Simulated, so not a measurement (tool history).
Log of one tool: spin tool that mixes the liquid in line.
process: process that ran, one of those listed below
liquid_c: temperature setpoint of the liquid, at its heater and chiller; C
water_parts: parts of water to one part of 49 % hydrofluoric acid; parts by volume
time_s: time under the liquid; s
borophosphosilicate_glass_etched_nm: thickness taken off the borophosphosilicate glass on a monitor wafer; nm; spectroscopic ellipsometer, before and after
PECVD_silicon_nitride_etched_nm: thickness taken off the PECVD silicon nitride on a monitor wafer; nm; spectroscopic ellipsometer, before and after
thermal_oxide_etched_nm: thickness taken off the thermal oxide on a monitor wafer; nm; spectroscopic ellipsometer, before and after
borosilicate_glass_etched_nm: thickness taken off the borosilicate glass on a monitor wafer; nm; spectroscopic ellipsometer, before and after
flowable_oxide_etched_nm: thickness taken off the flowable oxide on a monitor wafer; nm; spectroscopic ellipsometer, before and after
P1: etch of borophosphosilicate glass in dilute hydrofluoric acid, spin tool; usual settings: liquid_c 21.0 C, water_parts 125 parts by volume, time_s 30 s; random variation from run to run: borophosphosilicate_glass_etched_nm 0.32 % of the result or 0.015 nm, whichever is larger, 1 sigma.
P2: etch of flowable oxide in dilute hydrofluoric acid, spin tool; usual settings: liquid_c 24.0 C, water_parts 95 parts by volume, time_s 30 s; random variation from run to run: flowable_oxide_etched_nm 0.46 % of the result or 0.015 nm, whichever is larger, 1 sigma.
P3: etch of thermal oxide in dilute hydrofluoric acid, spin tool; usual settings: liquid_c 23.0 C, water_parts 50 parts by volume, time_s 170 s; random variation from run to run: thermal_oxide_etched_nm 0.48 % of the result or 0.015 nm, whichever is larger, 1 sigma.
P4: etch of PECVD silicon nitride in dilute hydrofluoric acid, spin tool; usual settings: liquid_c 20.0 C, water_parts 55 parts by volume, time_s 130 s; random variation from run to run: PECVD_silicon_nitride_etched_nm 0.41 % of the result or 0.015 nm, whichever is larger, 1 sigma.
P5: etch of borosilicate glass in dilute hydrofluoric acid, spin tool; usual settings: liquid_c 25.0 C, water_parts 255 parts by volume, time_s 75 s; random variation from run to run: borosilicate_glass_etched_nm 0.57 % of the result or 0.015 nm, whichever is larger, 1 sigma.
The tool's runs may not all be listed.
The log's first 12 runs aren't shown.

| run | hour | process | liquid_c | water_parts | time_s | hours since the thermometer was replaced | hours since the hydrofluoric acid flow meter was replaced | borophosphosilicate_glass_etched_nm | PECVD_silicon_nitride_etched_nm | thermal_oxide_etched_nm | borosilicate_glass_etched_nm | flowable_oxide_etched_nm |
|---|---|---|---|---|---|---|---|---|---|---|---|---|
| 13 | 49.7 | P5 | 25.0 | 115 | 75 | 1108.4 | 379.2 |  |  |  | 18.4900 |  |
| 14 | 52.3 | P1 | 21.0 | 125 | 50 | 1111.0 | 381.8 | 24.6160 |  |  |  |  |
| 15 | 57.6 | P1 | 21.0 | 125 | 30 | 1116.3 | 387.1 | 14.7310 |  |  |  |  |
| 16 | 60.8 | P1 | 21.0 | 125 | 30 | 1119.5 | 390.3 | 14.6850 |  |  |  |  |
| 17 | 65.6 | P1 | 17.5 | 125 | 50 | 1124.3 | 395.1 | 21.2080 |  |  |  |  |
| 18 | 68.8 | P1 | 21.0 | 180 | 50 | 1127.5 | 398.3 | 16.1170 |  |  |  |  |
|  | 70.1 | hydrofluoric acid flow meter replaced |
| 19 | 73.4 | P4 | 20.0 | 55 | 240 | 1132.1 | 3.4 |  | 15.5490 |  |  |  |
| 20 | 77.4 | P1 | 21.0 | 125 | 30 | 1136.1 | 7.4 | 14.6550 |  |  |  |  |
| 21 | 80.4 | P4 | 20.0 | 105 | 130 | 1139.1 | 10.4 |  | 4.4209 |  |  |  |
| 22 | 84.0 | P1 | 21.0 | 125 | 30 | 1142.7 | 14.0 | 14.7680 |  |  |  |  |
| 23 | 88.1 | P5 | 25.0 | 255 | 75 | 1146.8 | 18.1 |  |  |  | 7.1918 |  |
| 24 | 92.0 | P4 | 20.0 | 55 | 130 | 1150.7 | 22.0 |  | 8.3591 |  |  |  |
| 25 | 96.0 | P2 | 17.0 | 95 | 30 | 1154.7 | 26.0 |  |  |  |  | 9.2248 |
| 26 | 100.2 | P1 | 17.0 | 125 | 30 | 1158.9 | 30.2 | 12.5060 |  |  |  |  |
| 27 | 103.3 | P1 | 17.5 | 125 | 55 | 1162.0 | 33.3 | 23.3780 |  |  |  |  |
| 28 | 106.9 | P2 | 24.0 | 95 | 30 | 1165.6 | 36.9 |  |  |  |  | 12.4170 |
| 29 | 109.7 | P2 | 24.0 | 95 | 50 | 1168.4 | 39.7 |  |  |  |  | 20.4080 |
| 30 | 115.1 | P1 | 21.0 | 125 | 15 | 1173.8 | 45.1 | 7.3461 |  |  |  |  |
| 31 | 118.8 | P2 | 24.0 | 150 | 30 | 1177.5 | 48.8 |  |  |  |  | 7.3053 |

Run 32 comes next. What will it give?
| 32 | 121.2 | P1 | 21.0 | 125 | 30 | 1179.9 | 51.2 | ? |  |  |  |  |

borophosphosilicate_glass_etched_nm: 14.7200 nm

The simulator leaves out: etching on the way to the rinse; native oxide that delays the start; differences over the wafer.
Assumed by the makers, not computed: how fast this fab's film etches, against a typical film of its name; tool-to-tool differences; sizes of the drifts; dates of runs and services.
